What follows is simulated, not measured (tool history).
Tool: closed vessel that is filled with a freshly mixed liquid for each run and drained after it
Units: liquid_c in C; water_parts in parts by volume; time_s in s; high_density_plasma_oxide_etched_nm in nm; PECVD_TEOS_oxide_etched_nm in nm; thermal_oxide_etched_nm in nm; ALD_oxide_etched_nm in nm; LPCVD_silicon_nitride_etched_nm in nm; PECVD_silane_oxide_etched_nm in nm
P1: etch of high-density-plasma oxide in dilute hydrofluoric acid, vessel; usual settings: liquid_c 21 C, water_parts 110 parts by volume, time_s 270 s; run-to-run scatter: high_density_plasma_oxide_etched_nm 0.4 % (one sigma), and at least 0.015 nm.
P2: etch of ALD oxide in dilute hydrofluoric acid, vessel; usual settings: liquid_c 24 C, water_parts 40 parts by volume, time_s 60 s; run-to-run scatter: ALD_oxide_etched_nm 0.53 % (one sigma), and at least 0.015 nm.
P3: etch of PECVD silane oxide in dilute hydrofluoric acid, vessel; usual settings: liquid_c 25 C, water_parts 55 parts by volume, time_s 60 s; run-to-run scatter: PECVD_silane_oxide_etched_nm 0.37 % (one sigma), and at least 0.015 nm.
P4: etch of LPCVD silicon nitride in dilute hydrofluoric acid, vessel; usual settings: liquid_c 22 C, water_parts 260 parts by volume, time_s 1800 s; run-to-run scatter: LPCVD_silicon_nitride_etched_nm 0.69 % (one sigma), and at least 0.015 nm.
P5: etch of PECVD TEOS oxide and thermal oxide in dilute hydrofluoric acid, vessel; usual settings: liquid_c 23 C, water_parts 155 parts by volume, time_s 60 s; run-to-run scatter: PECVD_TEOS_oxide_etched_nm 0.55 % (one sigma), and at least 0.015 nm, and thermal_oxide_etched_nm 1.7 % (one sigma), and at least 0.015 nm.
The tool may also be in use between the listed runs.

run    day  process  liquid_c  water_parts  time_s  hours since the thermometer was replaced  hours since the hydrofluoric acid flow meter was replaced  high_density_plasma_oxide_etched_nm  PECVD_TEOS_oxide_etched_nm  thermal_oxide_etched_nm  ALD_oxide_etched_nm  LPCVD_silicon_nitride_etched_nm  PECVD_silane_oxide_etched_nm
  1  0.296       P1        21          110     270                                    1824.3                                                      450.5                               10.873
  2  0.525       P1        21          185     270                                    1829.8                                                        456                               6.0133
  3    0.7       P1        21          110      75                                      1834                                                      460.2                               3.0369
  4  0.917       P1        21          110     270                                    1839.2                                                      465.4                               10.917
  5  1.225       P1        17          110     270                                    1846.6                                                      472.8                               9.1889
  6  1.625       P5        23          155      60                                    1856.2                                                      482.4                                                           6.3063                   1.5771
  7  1.846       P2        24           40     100                                    1861.5                                                      487.7                                                                                                         45.277
  8  2.121       P4        22           55    1800                                    1868.1                                                      494.3                                                                                                                                           14.04
  9  2.321       P3      33.5           55      60                                    1872.9                                                      499.1                                                                                                                                                                        83.943
 10  2.567       P2        24           70      60                                    1878.8                                                        505                                                                                                         14.917
 11  2.962       P2        24           40      60                                    1888.3                                                      514.5                                                                                                         27.018
 12  3.179       P1        26          110     270                                    1893.5                                                      519.7                               13.228
 13  3.504       P1        21           65     270                                    1901.3                                                      527.5                               19.411
 14  3.762       P1        21          110     270                                    1907.5                                                      533.7                                10.92
 15    4.1       P1        17          110     430                                    1915.6                                                      541.8                               14.732
 16  4.329       P1        21          160     425                                    1921.1                                                      547.3                               11.145
 17  4.675       P1        21          110     535                                    1929.4                                                      555.6                               21.452
 18   4.95       P3        25           55      60                                      1936                                                      562.2                                                                                                                                                                        60.006
 19  5.346       P1        21          110     270                                    1945.5                                                      571.7                               10.809
 20  5.646       P5        23          280      60                                    1952.7                                                      578.9                                                           3.0924                  0.75461
 21  6.033       P5        23          155      60                                      1962                                                      588.2                                                           6.3355                    1.601
     6.171  -- thermometer replaced
 22  6.296       P3        25           55      60                                         3                                                      594.5                                                                                                                                                                         59.79
 23  6.579       P1      17.5          190     270                                       9.8                                                      601.3                               5.0243
 24  6.933       P2        31           40      60                                      18.3                                                      609.8                                                                                                         35.878
 25  7.288       P1        21          110     270                                      26.8                                                      618.3                               10.902
 26  7.471       P3        25           55      85                                      31.2                                                      622.7                                                                                                                                                                        84.691
 27  7.871       P5        23          155      30                                      40.8                                                      632.3                                                           3.1695                  0.75994
 28  8.225       P3        25           95      60                                      49.3                                                      640.8                                                                                                                                                                        32.793
 29  8.508       P4        22          260    3370                                      56.1                                                      647.6                                                                                                                                          5.6747
 30  8.833       P4        22          260    1800                                      63.9                                                      655.4                                                                                                                                          3.0395
 31  9.229       P5        27          155      60                                      73.4                                                      664.9                                                           7.3682                   1.8333

Forecast run 32:
 32  9.471       P4        30          260    1800                                      79.2                                                      670.7                                                                                                                                               ?

{"run 32": {"LPCVD_silicon_nitride_etched_nm": 4.9163}}

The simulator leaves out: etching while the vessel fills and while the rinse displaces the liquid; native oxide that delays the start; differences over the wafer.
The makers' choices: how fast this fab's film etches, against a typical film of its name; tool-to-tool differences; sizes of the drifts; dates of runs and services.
